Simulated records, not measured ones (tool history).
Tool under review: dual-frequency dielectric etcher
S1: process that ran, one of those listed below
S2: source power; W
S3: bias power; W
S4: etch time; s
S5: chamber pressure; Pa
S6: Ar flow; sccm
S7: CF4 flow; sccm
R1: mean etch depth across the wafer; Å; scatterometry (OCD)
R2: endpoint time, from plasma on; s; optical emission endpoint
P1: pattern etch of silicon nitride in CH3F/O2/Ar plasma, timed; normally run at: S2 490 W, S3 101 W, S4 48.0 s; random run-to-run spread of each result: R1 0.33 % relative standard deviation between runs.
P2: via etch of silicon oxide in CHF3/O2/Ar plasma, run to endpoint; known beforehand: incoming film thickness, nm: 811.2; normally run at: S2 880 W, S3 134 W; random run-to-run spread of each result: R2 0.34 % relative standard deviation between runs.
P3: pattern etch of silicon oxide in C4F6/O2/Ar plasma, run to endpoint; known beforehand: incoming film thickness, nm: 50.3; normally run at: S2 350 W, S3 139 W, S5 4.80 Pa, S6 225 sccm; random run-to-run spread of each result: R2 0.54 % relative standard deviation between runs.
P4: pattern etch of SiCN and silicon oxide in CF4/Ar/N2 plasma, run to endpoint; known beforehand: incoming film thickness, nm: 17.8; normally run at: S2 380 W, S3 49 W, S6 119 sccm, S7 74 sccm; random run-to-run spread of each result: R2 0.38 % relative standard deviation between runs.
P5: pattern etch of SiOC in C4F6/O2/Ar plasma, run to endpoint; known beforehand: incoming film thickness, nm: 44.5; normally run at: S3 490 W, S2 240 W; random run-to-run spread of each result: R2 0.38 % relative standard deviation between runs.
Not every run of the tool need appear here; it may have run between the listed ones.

| run | hour | S1 | S2 | S3 | S4 | S5 | S6 | S7 | R1 | R2 |
|---|---|---|---|---|---|---|---|---|---|---|
| 1 | 4.9 | P1 | 490 | 101 | 48.0 |  |  |  | 419.02 |  |
| 2 | 14.7 | P3 | 480 | 139 |  | 4.80 | 225 |  |  | 15.912 |
| 3 | 20.7 | P4 | 380 | 49 |  |  | 151 | 74 |  | 28.651 |
| 4 | 25.7 | P5 | 240 | 490 |  |  |  |  |  | 18.196 |
| 5 | 30.5 | P2 | 880 | 134 |  |  |  |  |  | 378.830 |
| 6 | 36.9 | P1 | 490 | 69 | 48.0 |  |  |  | 367.09 |  |
| 7 | 43.1 | P1 | 490 | 101 | 48.0 |  |  |  | 417.66 |  |
| 8 | 47.8 | P1 | 490 | 101 | 48.0 |  |  |  | 417.84 |  |
| 9 | 56.2 | P1 | 490 | 101 | 59.5 |  |  |  | 524.42 |  |
| 10 | 61.1 | P3 | 350 | 139 |  | 4.80 | 225 |  |  | 18.059 |
| 11 | 70.6 | P5 | 320 | 490 |  |  |  |  |  | 16.305 |
| 12 | 78.9 | P1 | 600 | 101 | 27.5 |  |  |  | 259.82 |  |
| 13 | 84.4 | P1 | 490 | 101 | 48.0 |  |  |  | 418.70 |  |
| 14 | 89.3 | P1 | 490 | 101 | 26.5 |  |  |  | 231.69 |  |
|  | 90.4 | bias power generator calibrated |
| 15 | 97.1 | P3 | 350 | 180 |  | 4.80 | 225 |  |  | 16.640 |
| 16 | 102.7 | P3 | 350 | 139 |  | 4.80 | 225 |  |  | 17.851 |
| 17 | 109.4 | P3 | 350 | 139 |  | 5.93 | 225 |  |  | 18.527 |
| 18 | 118.7 | P1 | 490 | 101 | 48.0 |  |  |  | 417.59 |  |
| 19 | 125.1 | P4 | 380 | 49 |  |  | 119 | 74 |  | 27.428 |
| 20 | 131.6 | P1 | 680 | 101 | 48.0 |  |  |  | 474.59 |  |
| 21 | 137.4 | P5 | 240 | 291 |  |  |  |  |  | 21.948 |
| 22 | 146.3 | P2 | 880 | 134 |  |  |  |  |  | 377.190 |
| 23 | 155.8 | P4 | 530 | 49 |  |  | 119 | 74 |  | 20.547 |
| 24 | 161.0 | P1 | 360 | 101 | 48.0 |  |  |  | 372.21 |  |
| 25 | 167.4 | P1 | 490 | 101 | 48.0 |  |  |  | 419.45 |  |
| 26 | 172.4 | P2 | 1170 | 134 |  |  |  |  |  | 339.690 |
| 27 | 178.5 | P1 | 490 | 123 | 48.0 |  |  |  | 450.90 |  |
| 28 | 184.9 | P4 | 380 | 34 |  |  | 119 | 74 |  | 30.886 |
| 29 | 190.7 | P1 | 490 | 101 | 48.0 |  |  |  | 419.38 |  |
| 30 | 195.9 | P4 | 380 | 49 |  |  | 119 | 48 |  | 29.980 |
| 31 | 202.3 | P3 | 350 | 139 |  | 4.80 | 294 |  |  | 18.528 |
| 32 | 210.6 | P2 | 880 | 190 |  |  |  |  |  | 338.450 |
| 33 | 215.3 | P1 | 490 | 101 | 48.0 |  |  |  | 420.15 |  |
| 34 | 220.5 | P1 | 490 | 101 | 48.0 |  |  |  | 418.72 |  |
| 35 | 227.1 | P1 | 490 | 101 | 48.0 |  |  |  | 413.96 |  |
| 36 | 233.4 | P1 | 490 | 101 | 48.0 |  |  |  | 413.44 |  |
| 37 | 242.8 | P1 | 490 | 101 | 48.0 |  |  |  | 413.24 |  |
|  | 245.9 | wet clean of the chamber |
| 38 | 251.6 | P1 | 490 | 101 | 48.0 |  |  |  | 413.49 |  |
| 39 | 261.2 | P1 | 490 | 101 | 48.0 |  |  |  | 410.94 |  |

The output of P1 has drifted from where it used to be. Each of the 2 causes below, taken at the size shown beside it, accounts for the log equally well:
A: bias power that arrives under what is set, % = 4.48
B: source power that arrives under what is set, % = 4.34
At approximately hour 215.3, the process output began to creep.
Other possible causes, and why each is ruled out:
chamber walls in a state that lowers the etch rate, %: work on it at hour 245.9, done after the drift set in, did not restore what the process gave before

Of the 4 check runs below, each run on 2 wafers with the results averaged and each result still a question mark, which one would tell the listed causes apart?
| check 1 | 270.8 | P4 | 380 | 49 |  |  | 144 | 74 |  | ? |
| check 2 | 270.8 | P2 | 1130 | 185 |  |  |  |  |  | ? |
| check 3 | 270.8 | P5 | 320 | 297 |  |  |  |  |  | ? |
| check 4 | 270.8 | P3 | 450 | 139 |  | 4.80 | 262 |  |  | ? |

Check results expected under each cause:
| check | result | if A | if B |
|---|---|---|---|
| check 1 | R2 | 28.919 | 29.627 |
| check 2 | R2 | 315.360 | 316.130 |
| check 3 | R2 | 19.853 | 19.869 |
| check 4 | R2 | 16.805 | 16.876 |
How far apart the two closest causes lie, in the result that separates them most: check 1 2.42 %; check 2 0.24 %; check 3 0.08 %; check 4 0.42 %
Check 1 distinguishes between the causes, while the remaining checks would return nearly the same result for all of them.

Check 1 has now been run. It gave: R2 29.809 s. Which of the candidate causes is it?

B is the cause: source power that arrives under what is set, %.
